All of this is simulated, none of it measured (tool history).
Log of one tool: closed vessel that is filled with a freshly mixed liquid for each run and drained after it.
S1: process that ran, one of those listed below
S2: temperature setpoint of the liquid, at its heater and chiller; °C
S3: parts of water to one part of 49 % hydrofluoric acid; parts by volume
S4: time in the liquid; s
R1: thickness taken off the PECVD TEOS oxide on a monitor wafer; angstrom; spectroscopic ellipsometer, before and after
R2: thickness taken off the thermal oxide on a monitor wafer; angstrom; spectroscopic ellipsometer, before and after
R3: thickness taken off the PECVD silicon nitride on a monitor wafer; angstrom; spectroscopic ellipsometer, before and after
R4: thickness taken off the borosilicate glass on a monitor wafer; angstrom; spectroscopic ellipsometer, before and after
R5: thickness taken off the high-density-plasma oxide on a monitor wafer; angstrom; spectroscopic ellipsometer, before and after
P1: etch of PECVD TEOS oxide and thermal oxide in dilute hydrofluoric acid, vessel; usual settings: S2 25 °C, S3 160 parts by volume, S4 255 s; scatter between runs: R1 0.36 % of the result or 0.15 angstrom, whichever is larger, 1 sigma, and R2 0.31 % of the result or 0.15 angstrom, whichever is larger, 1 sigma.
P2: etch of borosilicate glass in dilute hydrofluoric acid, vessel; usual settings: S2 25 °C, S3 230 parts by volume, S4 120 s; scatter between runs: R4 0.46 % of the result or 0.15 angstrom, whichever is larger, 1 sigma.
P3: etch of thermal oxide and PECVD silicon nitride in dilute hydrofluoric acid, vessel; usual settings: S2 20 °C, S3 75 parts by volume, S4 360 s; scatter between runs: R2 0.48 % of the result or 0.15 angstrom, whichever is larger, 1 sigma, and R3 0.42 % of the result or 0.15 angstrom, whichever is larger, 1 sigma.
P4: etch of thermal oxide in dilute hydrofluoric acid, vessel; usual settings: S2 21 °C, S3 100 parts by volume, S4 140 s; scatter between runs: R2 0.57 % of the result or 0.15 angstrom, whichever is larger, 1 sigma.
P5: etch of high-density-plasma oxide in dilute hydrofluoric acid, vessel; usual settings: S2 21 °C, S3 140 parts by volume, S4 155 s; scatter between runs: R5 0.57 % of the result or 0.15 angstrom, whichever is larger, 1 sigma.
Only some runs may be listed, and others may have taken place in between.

Run 1, hour 4.5: S1 P1, S2 25 °C, S3 160 parts by volume, S4 255 s. Result: R1 437.28 angstrom, R2 73.403 angstrom.
Run 2, hour 8.7: S1 P1, S2 25 °C, S3 160 parts by volume, S4 255 s. Result: R1 436.71 angstrom, R2 73.498 angstrom.
Run 3, hour 11.3: S1 P3, S2 20 °C, S3 75 parts by volume, S4 360 s. Result: R2 195.15 angstrom, R3 116.74 angstrom.
Run 4, hour 13.9: S1 P2, S2 25 °C, S3 360 parts by volume, S4 120 s. Result: R4 99.049 angstrom.
Run 5, hour 18.5: S1 P2, S2 25 °C, S3 230 parts by volume, S4 55 s. Result: R4 81.694 angstrom.
Run 6, hour 22.6: S1 P4, S2 21 °C, S3 100 parts by volume, S4 140 s. Result: R2 61.019 angstrom.
Run 7, hour 25.8: S1 P1, S2 25 °C, S3 160 parts by volume, S4 35 s. Result: R1 59.63 angstrom, R2 9.6831 angstrom.
At hour 29.4: hydrofluoric acid flow meter replaced.
Run 8, hour 30.1: S1 P1, S2 25 °C, S3 160 parts by volume, S4 255 s. Result: R1 434.44 angstrom, R2 72.893 angstrom.
Run 9, hour 33.5: S1 P1, S2 25 °C, S3 160 parts by volume, S4 255 s. Result: R1 434.98 angstrom, R2 72.74 angstrom.
Run 10, hour 38: S1 P2, S2 25 °C, S3 230 parts by volume, S4 120 s. Result: R4 177.88 angstrom.
Run 11, hour 42: S1 P1, S2 25 °C, S3 100 parts by volume, S4 255 s. Result: R1 746.67 angstrom, R2 125.3 angstrom.
Run 12, hour 47.9: S1 P2, S2 31.5 °C, S3 230 parts by volume, S4 120 s. Result: R4 222.2 angstrom.
Run 13, hour 52.4: S1 P3, S2 20 °C, S3 115 parts by volume, S4 360 s. Result: R2 123.63 angstrom, R3 76.092 angstrom.
Run 14, hour 57.9: S1 P1, S2 25 °C, S3 220 parts by volume, S4 255 s. Result: R1 295.22 angstrom, R2 49.825 angstrom.
Run 15, hour 61.5: S1 P5, S2 21 °C, S3 140 parts by volume, S4 155 s. Result: R5 49.068 angstrom.
Run 16, hour 64.6: S1 P3, S2 20 °C, S3 75 parts by volume, S4 360 s. Result: R2 197.16 angstrom, R3 115.9 angstrom.
Run 17, hour 67.2: S1 P5, S2 28.5 °C, S3 140 parts by volume, S4 155 s. Result: R5 65.911 angstrom.
Run 18, hour 72.9: S1 P4, S2 29.5 °C, S3 100 parts by volume, S4 140 s. Result: R2 84.013 angstrom.
Run 19, hour 75.7: S1 P5, S2 21 °C, S3 140 parts by volume, S4 250 s. Result: R5 79.273 angstrom.
Run 20, hour 81.4: S1 P4, S2 21 °C, S3 165 parts by volume, S4 140 s. Result: R2 33.896 angstrom.
Run 21, hour 84.2: S1 P1, S2 25 °C, S3 160 parts by volume, S4 255 s. Result: R1 432.81 angstrom, R2 73.247 angstrom.
Run 22, hour 87.4: S1 P1, S2 25 °C, S3 160 parts by volume, S4 255 s. Result: R1 435.8 angstrom, R2 73.211 angstrom.
Run 23, hour 91.2: S1 P2, S2 25 °C, S3 230 parts by volume, S4 120 s. Result: R4 176.92 angstrom.
Run 24, hour 96.4: S1 P5, S2 21 °C, S3 255 parts by volume, S4 155 s. Result: R5 23.871 angstrom.
Run 25, hour 99.2: S1 P3, S2 20 °C, S3 75 parts by volume, S4 525 s. Result: R2 286.85 angstrom, R3 169.22 angstrom.
Run 26, hour 104.8: S1 P1, S2 25 °C, S3 160 parts by volume, S4 480 s. Result: R1 819.34 angstrom, R2 138.43 angstrom.
Run 27, hour 109.9: S1 P4, S2 21 °C, S3 100 parts by volume, S4 30 s. Result: R2 12.841 angstrom.
Run 28, hour 113.1: S1 P1, S2 31.5 °C, S3 160 parts by volume, S4 255 s. Result: R1 549.91 angstrom, R2 92.906 angstrom.
Run 29, hour 115.9: S1 P3, S2 27 °C, S3 75 parts by volume, S4 360 s. Result: R2 260.68 angstrom, R3 186.98 angstrom.
Run 30, hour 119.4: S1 P1, S2 20.5 °C, S3 160 parts by volume, S4 130 s. Result: R1 185.59 angstrom, R2 31.221 angstrom.
Run 31, hour 123.5: S1 P1, S2 21 °C, S3 160 parts by volume, S4 255 s. Result: R1 374.61 angstrom, R2 62.984 angstrom.
Run 32, hour 128: S1 P1, S2 32 °C, S3 85 parts by volume, S4 255 s. Result: R1 1164.4 angstrom, R2 197.48 angstrom.
Run 33, hour 131.9: S1 P5, S2 21 °C, S3 140 parts by volume, S4 155 s. Result: R5 48.95 angstrom.
Run 34, hour 135.4: S1 P1, S2 25 °C, S3 160 parts by volume, S4 255 s. Result: R1 433.51 angstrom, R2 73.35 angstrom.
Run 35, hour 138.8: S1 P1, S2 25 °C, S3 160 parts by volume, S4 255 s. Result: R1 428.12 angstrom, R2 71.354 angstrom.
Run 36, hour 142.5: S1 P1, S2 25 °C, S3 160 parts by volume, S4 255 s. Result: R1 421.69 angstrom, R2 70.323 angstrom.
Run 37, hour 145.2: S1 P1, S2 25 °C, S3 160 parts by volume, S4 255 s. Result: R1 415.09 angstrom, R2 70.173 angstrom.

Run 38, settings as shown, results not yet in. Your forecast:
Run 38, hour 150.1: S1 P1, S2 25 °C, S3 160 parts by volume, S4 255 s. Result: R1 ?, R2 ?.

R1: 413.05 angstrom
R2: 69.135 angstrom
